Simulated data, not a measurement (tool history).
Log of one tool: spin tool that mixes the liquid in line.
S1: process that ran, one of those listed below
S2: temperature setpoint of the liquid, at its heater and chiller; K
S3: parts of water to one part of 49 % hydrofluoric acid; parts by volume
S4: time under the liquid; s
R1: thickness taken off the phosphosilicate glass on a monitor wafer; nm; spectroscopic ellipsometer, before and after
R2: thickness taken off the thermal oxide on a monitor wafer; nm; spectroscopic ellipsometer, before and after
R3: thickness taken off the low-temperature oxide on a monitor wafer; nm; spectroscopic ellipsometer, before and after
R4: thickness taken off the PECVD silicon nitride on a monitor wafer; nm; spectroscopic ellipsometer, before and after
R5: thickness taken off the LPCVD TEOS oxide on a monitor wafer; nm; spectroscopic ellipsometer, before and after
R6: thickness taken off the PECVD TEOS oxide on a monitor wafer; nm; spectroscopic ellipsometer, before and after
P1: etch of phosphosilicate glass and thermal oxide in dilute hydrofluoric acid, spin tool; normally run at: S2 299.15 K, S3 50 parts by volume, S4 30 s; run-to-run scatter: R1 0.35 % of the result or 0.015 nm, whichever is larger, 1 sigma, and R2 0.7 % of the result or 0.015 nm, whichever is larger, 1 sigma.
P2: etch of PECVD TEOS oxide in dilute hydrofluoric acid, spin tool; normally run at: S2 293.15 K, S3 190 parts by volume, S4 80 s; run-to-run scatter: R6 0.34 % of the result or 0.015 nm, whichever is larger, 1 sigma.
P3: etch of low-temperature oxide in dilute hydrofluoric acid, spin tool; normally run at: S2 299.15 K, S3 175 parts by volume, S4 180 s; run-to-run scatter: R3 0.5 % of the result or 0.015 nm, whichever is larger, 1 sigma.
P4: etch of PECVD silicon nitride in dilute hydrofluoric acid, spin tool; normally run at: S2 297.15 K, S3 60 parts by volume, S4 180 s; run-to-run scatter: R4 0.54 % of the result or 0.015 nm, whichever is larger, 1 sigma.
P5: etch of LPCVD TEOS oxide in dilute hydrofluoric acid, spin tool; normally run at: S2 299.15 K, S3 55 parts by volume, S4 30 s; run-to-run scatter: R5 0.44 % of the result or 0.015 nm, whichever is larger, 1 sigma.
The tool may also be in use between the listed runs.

run 1 hour=14.7 | S1=P1 S2=299.15 S3=50 S4=30 | R1=49.649 R2=3.4019
run 2 hour=26.2 | S1=P3 S2=299.15 S3=175 S4=180 | R3=19.387
run 3 hour=42.7 | S1=P1 S2=299.15 S3=50 S4=50 | R1=82.493 R2=5.6986
run 4 hour=54.4 | S1=P4 S2=297.15 S3=100 S4=180 | R4=3.2090
run 5 hour=66.1 | S1=P1 S2=291.65 S3=50 S4=30 | R1=36.048 R2=2.5112
run 6 hour=83.3 | S1=P1 S2=299.15 S3=20 S4=30 | R1=129.090 R2=8.8842
run 7 hour=99.2 | S1=P3 S2=299.15 S3=175 S4=180 | R3=19.727
run 8 hour=110.5 | S1=P5 S2=299.15 S3=80 S4=30 | R5=23.584
run 9 hour=123.0 | S1=P1 S2=299.15 S3=50 S4=15 | R1=24.622 R2=1.6983
run 10 hour=132.9 | S1=P3 S2=299.15 S3=175 S4=270 | R3=29.404
run 11 hour=147.4 | S1=P3 S2=291.15 S3=175 S4=180 | R3=14.263
run 12 hour=160.4 | S1=P4 S2=302.65 S3=60 S4=180 | R4=7.5628
-- hour=169.0 thermometer replaced
run 13 hour=173.8 | S1=P1 S2=299.15 S3=50 S4=30 | R1=49.527 R2=3.4341
run 14 hour=183.6 | S1=P1 S2=299.15 S3=50 S4=30 | R1=49.248 R2=3.3741
run 15 hour=193.8 | S1=P1 S2=299.15 S3=85 S4=30 | R1=27.759 R2=1.8984
run 16 hour=203.2 | S1=P2 S2=293.15 S3=190 S4=120 | R6=11.7410
run 17 hour=218.6 | S1=P5 S2=299.15 S3=55 S4=15 | R5=17.749
run 18 hour=227.1 | S1=P4 S2=297.15 S3=60 S4=180 | R4=5.2874
run 19 hour=236.6 | S1=P1 S2=299.15 S3=50 S4=30 | R1=49.567 R2=3.3623
run 20 hour=251.4 | S1=P2 S2=293.15 S3=190 S4=80 | R6=7.8358
run 21 hour=262.6 | S1=P3 S2=299.15 S3=65 S4=180 | R3=60.134
run 22 hour=273.9 | S1=P2 S2=293.15 S3=95 S4=80 | R6=17.3710
run 23 hour=286.4 | S1=P2 S2=299.15 S3=190 S4=80 | R6=9.7880
run 24 hour=303.5 | S1=P1 S2=304.15 S3=50 S4=15 | R1=30.127 R2=2.0451
run 25 hour=314.9 | S1=P5 S2=292.15 S3=55 S4=30 | R5=26.685
run 26 hour=325.6 | S1=P1 S2=302.65 S3=70 S4=30 | R1=39.160 R2=2.6776
run 27 hour=339.3 | S1=P4 S2=297.15 S3=60 S4=315 | R4=9.2629
run 28 hour=348.1 | S1=P1 S2=299.15 S3=50 S4=30 | R1=49.493 R2=3.3978
run 29 hour=360.3 | S1=P1 S2=293.65 S3=80 S4=30 | R1=23.845 R2=1.6537
run 30 hour=375.2 | S1=P2 S2=293.15 S3=190 S4=80 | R6=7.8229
run 31 hour=387.8 | S1=P1 S2=305.65 S3=50 S4=30 | R1=63.886 R2=4.3678
run 32 hour=403.6 | S1=P5 S2=299.15 S3=55 S4=30 | R5=35.282
run 33 hour=420.7 | S1=P1 S2=299.15 S3=50 S4=30 | R1=49.526 R2=3.4223
run 34 hour=438.1 | S1=P1 S2=299.15 S3=50 S4=30 | R1=48.151 R2=3.3212
run 35 hour=451.0 | S1=P1 S2=299.15 S3=50 S4=30 | R1=47.562 R2=3.2526
run 36 hour=467.5 | S1=P1 S2=299.15 S3=50 S4=30 | R1=47.135 R2=3.2639
run 37 hour=483.4 | S1=P1 S2=299.15 S3=50 S4=30 | R1=46.730 R2=3.2295
run 38 hour=494.4 | S1=P1 S2=299.15 S3=50 S4=30 | R1=46.634 R2=3.1517
run 39 hour=507.4 | S1=P1 S2=299.15 S3=50 S4=30 | R1=46.492 R2=3.2188
run 40 hour=523.8 | S1=P1 S2=299.15 S3=50 S4=30 | R1=46.469 R2=3.2058
run 41 hour=541.3 | S1=P1 S2=299.15 S3=50 S4=30 | R1=46.593 R2=3.2420
run 42 hour=552.2 | S1=P1 S2=299.15 S3=50 S4=30 | R1=46.123 R2=3.1589

What P1 gives has crept away from where it was. These 2 causes fit the log equally well, each at the size given:
A: hydrofluoric acid flow below the setpoint (%) = 5.74
B: liquid colder than its thermometer reads (K) = 1.56
The creep began at about hour 420.7.

4 check runs are offered, one wafer each, their results left as question marks. Which one tells the causes apart?
run check 1 hour=563.1 | S1=P4 S2=301.15 S3=60 S4=180 | R4=?
run check 2 hour=563.1 | S1=P2 S2=293.15 S3=130 S4=80 | R6=?
run check 3 hour=563.1 | S1=P3 S2=299.15 S3=90 S4=180 | R3=?
run check 4 hour=563.1 | S1=P5 S2=294.15 S3=55 S4=30 | R5=?

What each check would give under each cause:
check=check_1 result=R4 if_A=6.4845 if_B=6.2073
check=check_2 result=R6 if_A=11.3810 if_B=11.4290
check=check_3 result=R3 if_A=39.300 if_B=39.483
check=check_4 result=R5 if_A=27.087 if_B=27.014
How far apart the two closest causes lie, in the result that separates them most: check 1 4.37 %; check 2 0.42 %; check 3 0.47 %; check 4 0.27 %
Check 1 tells the causes apart: in the others they would give nearly the same result.

Then check 1 was run and gave: R4 6.2623 nm. Which cause is it?

It is B: liquid colder than its thermometer reads (K).

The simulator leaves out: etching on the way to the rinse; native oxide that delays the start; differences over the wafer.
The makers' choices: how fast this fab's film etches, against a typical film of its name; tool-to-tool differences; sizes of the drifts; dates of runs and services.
